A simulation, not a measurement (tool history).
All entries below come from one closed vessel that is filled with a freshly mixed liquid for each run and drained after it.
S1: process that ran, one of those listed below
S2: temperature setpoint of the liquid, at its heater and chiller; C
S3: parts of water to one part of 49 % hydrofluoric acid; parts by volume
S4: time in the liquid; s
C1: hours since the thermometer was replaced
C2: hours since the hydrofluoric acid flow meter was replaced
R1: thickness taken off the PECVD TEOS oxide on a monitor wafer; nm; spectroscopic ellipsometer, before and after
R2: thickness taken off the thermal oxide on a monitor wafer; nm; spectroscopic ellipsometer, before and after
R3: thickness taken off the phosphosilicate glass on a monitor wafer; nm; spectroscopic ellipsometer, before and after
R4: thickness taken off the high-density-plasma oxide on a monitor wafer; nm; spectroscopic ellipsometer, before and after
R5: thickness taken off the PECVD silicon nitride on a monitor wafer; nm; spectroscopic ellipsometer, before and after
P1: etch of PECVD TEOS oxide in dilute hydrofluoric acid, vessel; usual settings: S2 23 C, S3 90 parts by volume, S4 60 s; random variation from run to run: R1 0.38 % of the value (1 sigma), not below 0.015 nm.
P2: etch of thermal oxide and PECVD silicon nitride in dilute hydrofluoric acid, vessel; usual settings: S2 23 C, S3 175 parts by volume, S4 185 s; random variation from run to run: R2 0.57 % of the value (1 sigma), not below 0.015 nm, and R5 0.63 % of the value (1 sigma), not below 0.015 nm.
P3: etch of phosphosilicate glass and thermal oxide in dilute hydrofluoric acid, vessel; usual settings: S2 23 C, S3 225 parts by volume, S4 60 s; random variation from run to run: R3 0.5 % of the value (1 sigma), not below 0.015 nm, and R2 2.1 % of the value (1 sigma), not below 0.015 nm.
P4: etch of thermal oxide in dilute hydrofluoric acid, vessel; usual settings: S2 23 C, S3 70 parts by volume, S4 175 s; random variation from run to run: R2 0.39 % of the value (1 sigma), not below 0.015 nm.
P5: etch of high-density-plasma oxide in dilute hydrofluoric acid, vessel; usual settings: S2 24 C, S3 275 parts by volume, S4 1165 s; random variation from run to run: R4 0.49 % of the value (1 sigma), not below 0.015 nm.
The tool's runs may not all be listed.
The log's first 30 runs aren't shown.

run     day  S1  S2   S3   S4     C1     C2      R1       R2      R3  R4      R5
 31   9.646  P3  23  225   30  579.3    420          0.47052  15.314
 32  10.029  P2  23  310  185  588.5  429.2           2.2003              2.0597
 33  10.383  P2  23  175  185    597  437.7           4.4661              3.5794
 34  10.583  P1  23   90   60  601.8  442.5  6.9026
 35  10.767  P1  23   90   60  606.2  446.9  6.9048
 36  11.025  P1  23   90   60  612.4  453.1  6.9872
 37  11.292  P1  23   90   60  618.8  459.5  7.1436
 38  11.517  P1  23   90   60  624.2  464.9  7.1017
 39  11.925  P1  23   90   60    634  474.7  7.2434
 40   12.35  P1  23   90   60  644.2  484.9  7.2768
 41  12.625  P1  23   90   60  650.8  491.5  7.2573
 42  12.842  P1  23   90   60    656  496.7  7.2256
 43  13.271  P1  23   90   60  666.3    507   7.219

What will run 44 give?
 44  13.683  P1  23  90  60  676.2  516.9   ?

R1: 7.2806 nm
